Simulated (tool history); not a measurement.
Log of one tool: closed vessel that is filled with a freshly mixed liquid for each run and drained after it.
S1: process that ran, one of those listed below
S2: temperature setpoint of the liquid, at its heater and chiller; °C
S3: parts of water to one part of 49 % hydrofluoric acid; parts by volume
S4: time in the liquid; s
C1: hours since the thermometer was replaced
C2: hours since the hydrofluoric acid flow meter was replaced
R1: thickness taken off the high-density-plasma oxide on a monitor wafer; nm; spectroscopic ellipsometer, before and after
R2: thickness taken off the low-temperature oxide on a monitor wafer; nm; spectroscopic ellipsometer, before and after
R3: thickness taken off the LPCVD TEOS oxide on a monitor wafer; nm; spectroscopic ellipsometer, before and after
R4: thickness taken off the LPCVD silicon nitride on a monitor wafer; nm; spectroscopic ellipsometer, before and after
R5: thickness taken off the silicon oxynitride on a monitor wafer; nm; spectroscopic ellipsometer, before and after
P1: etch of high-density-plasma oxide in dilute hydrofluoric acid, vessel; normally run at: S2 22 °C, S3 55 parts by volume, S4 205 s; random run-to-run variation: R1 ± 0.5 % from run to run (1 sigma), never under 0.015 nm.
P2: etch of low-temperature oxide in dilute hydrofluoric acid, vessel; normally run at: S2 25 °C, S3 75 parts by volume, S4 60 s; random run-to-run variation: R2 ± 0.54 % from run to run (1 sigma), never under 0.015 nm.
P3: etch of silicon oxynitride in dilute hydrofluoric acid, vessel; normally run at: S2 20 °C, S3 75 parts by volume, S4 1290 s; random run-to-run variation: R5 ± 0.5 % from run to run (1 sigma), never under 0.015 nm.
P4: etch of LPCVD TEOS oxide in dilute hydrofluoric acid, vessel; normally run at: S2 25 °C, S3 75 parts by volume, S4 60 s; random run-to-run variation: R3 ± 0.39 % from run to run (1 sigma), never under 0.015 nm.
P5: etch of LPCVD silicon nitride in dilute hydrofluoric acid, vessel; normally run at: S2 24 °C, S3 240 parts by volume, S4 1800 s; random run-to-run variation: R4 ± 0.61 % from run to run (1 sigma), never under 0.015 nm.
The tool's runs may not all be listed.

| run | hour | S1 | S2 | S3 | S4 | C1 | C2 | R1 | R2 | R3 | R4 | R5 |
|---|---|---|---|---|---|---|---|---|---|---|---|---|
| 1 | 7.6 | P1 | 22 | 55 | 205 | 182.9 | 266.1 | 21.743 |  |  |  |  |
| 2 | 19.1 | P1 | 22 | 55 | 205 | 194.4 | 277.6 | 21.785 |  |  |  |  |
| 3 | 30.9 | P1 | 22 | 55 | 365 | 206.2 | 289.4 | 38.74 |  |  |  |  |
| 4 | 42.1 | P1 | 22 | 35 | 285 | 217.4 | 300.6 | 49.187 |  |  |  |  |
| 5 | 48.2 | P2 | 25 | 75 | 90 | 223.5 | 306.7 |  | 45.985 |  |  |  |
| 6 | 58.7 | P4 | 25 | 75 | 30 | 234 | 317.2 |  |  | 24.267 |  |  |
| 7 | 67.6 | P1 | 22 | 20 | 205 | 242.9 | 326.1 | 62.713 |  |  |  |  |
| 8 | 79 | P1 | 17 | 55 | 205 | 254.3 | 337.5 | 17.672 |  |  |  |  |
| 9 | 85.4 | P1 | 22 | 55 | 205 | 260.7 | 343.9 | 21.85 |  |  |  |  |
| 10 | 97.1 | P4 | 25 | 75 | 60 | 272.4 | 355.6 |  |  | 48.852 |  |  |
| 11 | 106.4 | P5 | 32 | 240 | 1800 | 281.7 | 364.9 |  |  |  | 6.021 |  |
| 12 | 113.4 | P1 | 27.5 | 55 | 205 | 288.7 | 371.9 | 27.116 |  |  |  |  |
| 13 | 120.5 | P2 | 25 | 25 | 60 | 295.8 | 379 |  | 98.712 |  |  |  |
| 14 | 127.4 | P2 | 33 | 75 | 60 | 302.7 | 385.9 |  | 41.266 |  |  |  |
| 15 | 134.5 | P5 | 24 | 240 | 1800 | 309.8 | 393 |  |  |  | 3.6672 |  |
| 16 | 142.3 | P1 | 22 | 55 | 205 | 317.6 | 400.8 | 21.967 |  |  |  |  |
| 17 | 148.2 | P3 | 20 | 75 | 2035 | 323.5 | 406.7 |  |  |  |  | 33.674 |
| 18 | 159.2 | P5 | 24 | 240 | 2980 | 334.5 | 417.7 |  |  |  | 6.1277 |  |
| 19 | 169.7 | P1 | 22 | 100 | 205 | 345 | 428.2 | 11.335 |  |  |  |  |
| 20 | 178.3 | P2 | 25 | 75 | 60 | 353.6 | 436.8 |  | 30.532 |  |  |  |
| 21 | 189.3 | P1 | 22 | 55 | 205 | 364.6 | 447.8 | 21.615 |  |  |  |  |
| 22 | 201 | P3 | 20 | 75 | 1290 | 376.3 | 459.5 |  |  |  |  | 21.41 |
| 23 | 212.1 | P1 | 22 | 85 | 90 | 387.4 | 470.6 | 5.96 |  |  |  |  |
| 24 | 220.9 | P3 | 20 | 75 | 1290 | 396.2 | 479.4 |  |  |  |  | 21.374 |
| 25 | 231.4 | P1 | 22 | 55 | 205 | 406.7 | 489.9 | 21.709 |  |  |  |  |
| 26 | 238 | P4 | 32.5 | 75 | 60 | 413.3 | 496.5 |  |  | 64.748 |  |  |
| 27 | 244.5 | P3 | 20 | 120 | 1290 | 419.8 | 503 |  |  |  |  | 12.845 |
| 28 | 250.7 | P1 | 18 | 55 | 380 | 426 | 509.2 | 34.063 |  |  |  |  |
| 29 | 258.2 | P4 | 25 | 75 | 60 | 433.5 | 516.7 |  |  | 48.674 |  |  |
| 30 | 268.5 | P1 | 22 | 55 | 60 | 443.8 | 527 | 6.3219 |  |  |  |  |
| 31 | 274.3 | P3 | 27.5 | 75 | 1290 | 449.6 | 532.8 |  |  |  |  | 30.569 |
| 32 | 282 | P2 | 25 | 75 | 60 | 457.3 | 540.5 |  | 30.8 |  |  |  |
| 33 | 293 | P4 | 25 | 40 | 60 | 468.3 | 551.5 |  |  | 95.516 |  |  |
| 34 | 300.1 | P5 | 24 | 75 | 1800 | 475.4 | 558.6 |  |  |  | 11.613 |  |
| 35 | 312.2 | P1 | 22 | 55 | 205 | 487.5 | 570.7 | 21.645 |  |  |  |  |
| 36 | 325 | P1 | 22 | 55 | 205 | 500.3 | 583.5 | 22.384 |  |  |  |  |
| 37 | 335.1 | P1 | 22 | 55 | 205 | 510.4 | 593.6 | 22.905 |  |  |  |  |
| 38 | 342.4 | P1 | 22 | 55 | 205 | 517.7 | 600.9 | 23.292 |  |  |  |  |
| 39 | 350 | P1 | 22 | 55 | 205 | 525.3 | 608.5 | 23.261 |  |  |  |  |
| 40 | 362.3 | P1 | 22 | 55 | 205 | 537.6 | 620.8 | 23.094 |  |  |  |  |
| 41 | 368.7 | P1 | 22 | 55 | 205 | 544 | 627.2 | 23.496 |  |  |  |  |
| 42 | 379.8 | P1 | 22 | 55 | 205 | 555.1 | 638.3 | 23.621 |  |  |  |  |
| 43 | 390.8 | P1 | 22 | 55 | 205 | 566.1 | 649.3 | 23.474 |  |  |  |  |

P1 no longer gives what it gave before; its output has crept away from where it was. The following 2 causes, each at its listed size, fit the log equally well:
A: liquid hotter than its thermometer reads (K) = 1.79
B: hydrofluoric acid flow above the setpoint (%) = 7.18
The gradual shift began around hour 312.2.

Which of the 4 check runs listed below, each an average over 2 wafers with its results shown as question marks, gives clearly different results under the different listed causes?
| check 1 | 401.8 | P2 | 28.5 | 35 | 60 |  |  |  | ? |  |  |  |
| check 2 | 401.8 | P4 | 25 | 45 | 60 |  |  |  |  | ? |  |  |
| check 3 | 401.8 | P3 | 25.5 | 115 | 1290 |  |  |  |  |  |  | ? |
| check 4 | 401.8 | P5 | 24 | 240 | 2435 |  |  |  |  |  | ? |  |

How each check would come out, cause by cause:
| check | result | if A | if B |
|---|---|---|---|
| check 1 | R2 | 85.989 | 86.087 |
| check 2 | R3 | 90.959 | 91.002 |
| check 3 | R5 | 19.046 | 18.932 |
| check 4 | R4 | 5.5713 | 5.3427 |
Separation of the two closest causes in each check, using whichever result separates them best: check 1 0.11 %; check 2 0.05 %; check 3 0.6 %; check 4 4.19 %
Check 4 distinguishes between the causes, while the remaining checks would return nearly the same result for all of them.

Check 4 was then run and gave: R4 5.5586 nm. Which cause is it?

A is the cause: liquid hotter than its thermometer reads (K).

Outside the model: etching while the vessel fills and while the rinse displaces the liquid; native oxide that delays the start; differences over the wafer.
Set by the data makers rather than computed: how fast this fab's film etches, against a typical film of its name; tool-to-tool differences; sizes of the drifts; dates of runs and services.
